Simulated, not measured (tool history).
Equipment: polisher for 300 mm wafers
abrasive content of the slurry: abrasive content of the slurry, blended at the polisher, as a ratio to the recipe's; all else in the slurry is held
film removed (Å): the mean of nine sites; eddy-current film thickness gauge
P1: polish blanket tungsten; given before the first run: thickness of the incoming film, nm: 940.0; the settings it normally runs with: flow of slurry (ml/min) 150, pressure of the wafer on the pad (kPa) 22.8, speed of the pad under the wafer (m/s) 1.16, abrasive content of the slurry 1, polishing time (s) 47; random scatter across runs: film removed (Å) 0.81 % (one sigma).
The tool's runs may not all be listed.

run  hour  flow of slurry (ml/min)  pressure of the wafer on the pad (kPa)  speed of the pad under the wafer (m/s)  abrasive content of the slurry  polishing time (s)  film removed (Å)
  1   3.5                      150                                    22.8                                    1.16                               1                  47            2436.1
  2   5.6                      150                                    22.8                                    1.16                               1                  47            2468.7
  3   8.7                      150                                    22.8                                     1.7                               1                  47            3587.5
  4  11.2                      150                                    22.8                                    1.16                            1.45                  34              1909
  5  14.6                      150                                    34.5                                    1.16                               1                  47              3680
  6  17.5                      150                                    22.8                                    1.16                               1                  32            1657.1
  7  20.2                      150                                    22.8                                    1.16                               1                  60            3082.2
  8  23.4                      150                                    22.8                                    1.16                            1.45                  47            2650.3
  9  26.7                      150                                    10.3                                    1.16                               1                  47            1112.1
 10    29                      180                                    22.8                                    1.16                               1                  63            3319.4
 11  31.2                      150                                    22.8                                    1.16                            1.35                  59            3296.7
 12  33.8                       90                                    22.8                                    1.16                               1                  47            2181.8
 13  38.1                      150                                    22.8                                    0.76                               1                  47            1612.4
 14  40.7                      150                                    22.8                                    1.16                               1                  47            2423.4

Estimate the outcome of run 15 from the log above:
 15  44.8                      150                                    22.8                                    1.16                               1                  47                 ?

film removed (Å): 2384.7
